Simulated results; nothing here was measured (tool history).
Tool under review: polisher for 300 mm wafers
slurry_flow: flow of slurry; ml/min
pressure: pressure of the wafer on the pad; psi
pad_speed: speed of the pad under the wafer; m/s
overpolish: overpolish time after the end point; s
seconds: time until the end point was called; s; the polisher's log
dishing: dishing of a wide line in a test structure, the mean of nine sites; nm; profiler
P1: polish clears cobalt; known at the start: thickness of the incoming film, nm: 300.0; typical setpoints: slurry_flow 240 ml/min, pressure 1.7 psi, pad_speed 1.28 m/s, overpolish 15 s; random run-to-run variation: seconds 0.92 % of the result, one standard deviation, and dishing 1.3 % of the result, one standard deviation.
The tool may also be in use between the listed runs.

run   hour  slurry_flow  pressure  pad_speed  overpolish  wafers polished on this pad  hours since the slurry nozzle was cleaned  hours since the head pressure was calibrated  seconds  dishing
  1    9.7          240       1.7       1.28          15                          959                                      347.7                                         190.3   47.207   50.644
  2   19.9          240       1.7       1.28          15                         1037                                      357.9                                         200.5    46.99   51.551
  3   30.2          240       1.7       1.94          15                         1116                                      368.2                                         210.8   31.561   59.667
  4   44.4          240       1.7       1.28          15                         1225                                      382.4                                           225   48.194   50.869
  5     52          240       1.7       1.28           4                         1283                                        390                                         232.6   47.558   20.763
  6   63.7          240       1.7       0.72          25                         1373                                      401.7                                         244.3   82.467   49.084
  7   77.9          240       0.8       1.28          15                         1482                                      415.9                                         258.5   99.666   32.779
  8   85.8          240       1.7       1.28          15                         1542                                      423.8                                         266.4   47.933   51.395
  9   99.2          145       1.7       1.28          15                         1645                                      437.2                                         279.8   50.334   48.721
 10  107.7          240       1.7       0.96          15                         1710                                      445.7                                         288.3   63.169   44.259
     110.2  -- slurry nozzle cleaned
 11  121.4          240       1.7       1.28          22                         1815                                       11.2                                           302   47.973    58.59
 12  131.9          315       1.7       1.28          15                         1896                                       21.7                                         312.5   45.744   52.104
 13  144.1          240       1.7       1.74           4                         1989                                       33.9                                         324.7   34.772   27.089
 14  150.4          240       1.7       1.28          15                         2037                                       40.2                                           331   47.525   50.453
 15  158.9          240       1.7       0.82           8                         2103                                       48.7                                         339.5   74.059   26.296
 16  171.8          240       1.7       1.28          15                         2202                                       61.6                                         352.4   47.051   50.271
 17  184.8          240       2.3       1.28          15                         2301                                       74.6                                         365.4   34.855   57.913
 18    197          240       1.7       1.28          15                         2395                                       86.8                                         377.6   46.565   50.797
 19  207.8          240       1.7       1.28          15                         2478                                       97.6                                         388.4   47.495   48.872
 20  220.9          240       1.7       1.28          15                         2578                                      110.7                                         401.5   48.241   50.621
 21  227.5          240       1.7       1.28          15                         2629                                      117.3                                         408.1   49.279   49.826
 22  241.5          240       1.7       1.28          15                         2736                                      131.3                                         422.1   48.989   50.283
 23  255.8          240       1.7       1.28          15                         2846                                      145.6                                         436.4   50.027   50.917
 24  264.3          240       1.7       1.28          15                         2911                                      154.1                                         444.9    49.13   49.694
 25  274.2          240       1.7       1.28          15                         2987                                        164                                         454.8   49.109   49.366
     278.2  -- head pressure recalibrated
 26  286.7          240       1.7       1.28          15                         3083                                      176.5                                           8.6   48.967    50.37
 27  295.5          240       1.7       1.28          15                         3150                                      185.3                                          17.4   49.988   49.431
 28  308.7          240       1.7       1.28          15                         3251                                      198.5                                          30.6   49.593   49.364

Something has made what P1 gives creep away from where it was; the 2 causes below, each at its own stated size, fit the log equally well:
A: removal rate lost through wear of the pad, % = 5.18
B: slurry flow missing at the pad, % = 32.5
Onset of the creep was near hour 197.
Ruled out, with reasons:
head's pressure below its setpoint, %: its service at hour 278.2 followed the start of the drift and did not put the process back to its old value

Which of the check runs below tells the causes apart, meaning the causes would give it clearly different results? Each run uses 5 wafers whose results are averaged, and each result is shown as a question mark.
check 1  321.9          145       1.7       1.28          15                                                                                                                              ?        ?
check 2  321.9          240       1.7          1           5                                                                                                                              ?        ?
check 3  321.9          240         2       1.02          15                                                                                                                              ?        ?
check 4  321.9          240       1.7        1.8          10                                                                                                                              ?        ?

What every check run would give for each of its results, assuming each possible cause in turn:
  check   result    if A    if B
check 1  seconds  53.378  55.066
check 1  dishing  48.075  47.319
check 2  seconds  63.585  63.576
check 2  dishing  19.873  19.876
check 3  seconds  52.987   52.98
check 3  dishing  48.276  48.279
check 4  seconds  35.325   35.32
check 4  dishing  48.154  48.157
How far apart the two closest causes lie, in the result that separates them most: check 1 3.11 %; check 2 0.01 %; check 3 0.01 %; check 4 0.01 %
Only check 1 tells the causes apart: in the others they would give nearly the same result.

Then check 1 was run and gave: seconds 53.387 s; dishing 48.419 nm. Which cause is it?

It was cause A: removal rate lost through wear of the pad, %.
